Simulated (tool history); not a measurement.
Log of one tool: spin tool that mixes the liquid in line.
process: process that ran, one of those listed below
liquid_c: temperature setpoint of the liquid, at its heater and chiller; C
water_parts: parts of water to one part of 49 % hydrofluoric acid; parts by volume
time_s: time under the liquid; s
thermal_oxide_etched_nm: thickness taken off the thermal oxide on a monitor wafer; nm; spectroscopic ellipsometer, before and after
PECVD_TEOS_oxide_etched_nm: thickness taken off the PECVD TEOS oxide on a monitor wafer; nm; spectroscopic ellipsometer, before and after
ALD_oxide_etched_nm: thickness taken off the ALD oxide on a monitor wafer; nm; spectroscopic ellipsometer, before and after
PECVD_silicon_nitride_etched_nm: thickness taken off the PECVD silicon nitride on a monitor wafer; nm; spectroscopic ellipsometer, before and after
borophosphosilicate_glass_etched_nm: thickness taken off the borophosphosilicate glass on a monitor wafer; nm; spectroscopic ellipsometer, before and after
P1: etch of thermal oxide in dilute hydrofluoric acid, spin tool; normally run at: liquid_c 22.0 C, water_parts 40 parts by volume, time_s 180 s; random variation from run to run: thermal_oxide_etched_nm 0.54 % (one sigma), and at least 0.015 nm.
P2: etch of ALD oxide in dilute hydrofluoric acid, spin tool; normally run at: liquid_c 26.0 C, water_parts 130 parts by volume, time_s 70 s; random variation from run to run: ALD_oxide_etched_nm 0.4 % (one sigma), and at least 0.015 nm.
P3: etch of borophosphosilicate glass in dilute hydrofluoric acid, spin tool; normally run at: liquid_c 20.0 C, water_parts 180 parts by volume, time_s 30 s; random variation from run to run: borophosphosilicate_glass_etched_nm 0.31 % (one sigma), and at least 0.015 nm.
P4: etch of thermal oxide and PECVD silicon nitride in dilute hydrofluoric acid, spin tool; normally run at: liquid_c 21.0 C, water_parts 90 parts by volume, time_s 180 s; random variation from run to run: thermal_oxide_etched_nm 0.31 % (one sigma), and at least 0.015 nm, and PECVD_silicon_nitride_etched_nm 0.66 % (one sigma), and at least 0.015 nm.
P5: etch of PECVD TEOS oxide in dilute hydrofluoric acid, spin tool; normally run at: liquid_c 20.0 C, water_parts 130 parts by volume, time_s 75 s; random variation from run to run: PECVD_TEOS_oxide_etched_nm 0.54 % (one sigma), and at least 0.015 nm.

run,hour,process,liquid_c,water_parts,time_s,hours since the thermometer was replaced,hours since the hydrofluoric acid flow meter was replaced,thermal_oxide_etched_nm,PECVD_TEOS_oxide_etched_nm,ALD_oxide_etched_nm,PECVD_silicon_nitride_etched_nm,borophosphosilicate_glass_etched_nm
1,10.6,P1,22.0,40,180,1219.5,569.4,21.8280,,,,
2,19.4,P5,20.0,130,130,1228.3,578.2,,13.6760,,,
3,34.0,P1,28.0,40,180,1242.9,592.8,27.5930,,,,
4,51.2,P1,22.0,40,180,1260.1,610.0,21.7890,,,,
5,62.1,P1,17.5,40,180,1271.0,620.9,17.9350,,,,
6,76.7,P1,22.0,20,180,1285.6,635.5,44.5010,,,,
7,88.2,P2,21.0,130,70,1297.1,647.0,,,4.5770,,
8,97.9,P5,17.0,130,75,1306.8,656.7,,7.0833,,,
9,113.3,P4,21.0,90,335,1322.2,672.1,16.3380,,,8.4545,
10,125.1,P5,20.0,130,75,1334.0,683.9,,7.9821,,,
11,134.7,P2,26.0,130,70,1343.6,693.5,,,5.5635,,
# hour 141.7: thermometer replaced
12,145.3,P1,22.0,40,335,3.6,704.1,40.6590,,,,
13,159.5,P2,26.0,130,70,17.8,718.3,,,5.6032,,
14,174.1,P1,22.0,40,180,32.4,732.9,21.7220,,,,
15,184.9,P4,21.0,90,180,43.2,743.7,8.7782,,,4.5170,
16,194.5,P1,22.0,70,180,52.8,753.3,12.0060,,,,
17,211.0,P5,20.0,130,75,69.3,769.8,,7.9286,,,
18,221.0,P3,20.0,180,30,79.3,779.8,,,,,7.1738
19,230.7,P1,22.0,40,180,89.0,789.5,21.9560,,,,
20,245.9,P1,22.0,40,180,104.2,804.7,21.5680,,,,
21,263.2,P2,26.0,70,70,121.5,822.0,,,11.2640,,
22,280.8,P3,20.0,65,30,139.1,839.6,,,,,22.5020
23,292.2,P5,20.0,20,75,150.5,851.0,,58.8220,,,
24,306.1,P4,21.0,145,180,164.4,864.9,5.1048,,,2.8209,
25,318.0,P1,22.0,40,180,176.3,876.8,21.7600,,,,
26,326.4,P3,20.0,180,60,184.7,885.2,,,,,14.3000
27,336.4,P1,22.0,40,80,194.7,895.2,9.7178,,,,
28,349.5,P3,24.5,180,30,207.8,908.3,,,,,8.4621
29,365.5,P1,22.0,40,180,223.8,924.3,21.6430,,,,
30,379.8,P2,26.0,130,15,238.1,938.6,,,1.2273,,
31,392.7,P1,22.0,20,35,251.0,951.5,8.6996,,,,
32,407.4,P4,17.0,90,180,265.7,966.2,7.4672,,,3.3795,
33,415.6,P1,22.0,40,180,273.9,974.4,21.7830,,,,
34,428.6,P1,22.0,40,180,286.9,987.4,22.5740,,,,
35,437.8,P1,22.0,40,180,296.1,996.6,23.1770,,,,
36,456.2,P1,22.0,40,180,314.5,1015.0,23.2740,,,,
37,466.0,P1,22.0,40,180,324.3,1024.8,23.3130,,,,
38,475.4,P1,22.0,40,180,333.7,1034.2,23.4100,,,,
39,491.0,P1,22.0,40,180,349.3,1049.8,23.3710,,,,

What P1 gives has crept away from where it was. These 2 causes fit the log equally well, each at the size given:
A: liquid hotter than its thermometer reads (K) = 1.82
B: hydrofluoric acid flow above the setpoint (%) = 7.51
The creep began at about hour 415.6.

4 check runs are offered, each on 2 wafers whose results are averaged, their results left as question marks. Which one tells the causes apart?
check 1,506.6,P2,21.5,130,15,,,,,?,,
check 2,506.6,P5,20.0,35,75,,,,?,,,
check 3,506.6,P4,17.0,145,180,,,?,,,?,
check 4,506.6,P3,20.0,75,30,,,,,,,?

What each check would give under each cause:
check,result,if A,if B
check 1,ALD_oxide_etched_nm,1.0816,1.0934
check 2,PECVD_TEOS_oxide_etched_nm,35.6550,35.5690
check 3,thermal_oxide_etched_nm,4.6991,4.7378
check 3,PECVD_silicon_nitride_etched_nm,2.4328,2.3045
check 4,borophosphosilicate_glass_etched_nm,20.7460,20.8110
How far apart the two closest causes lie, in the result that separates them most: check 1 1.09 %; check 2 0.24 %; check 3 5.42 %; check 4 0.31 %
Only check 3 tells the causes apart: in the others they would give nearly the same result.

Check 3 was then run and gave: thermal_oxide_etched_nm 4.7382 nm; PECVD_silicon_nitride_etched_nm 2.3017 nm. Which cause is it?

It is B: hydrofluoric acid flow above the setpoint (%).
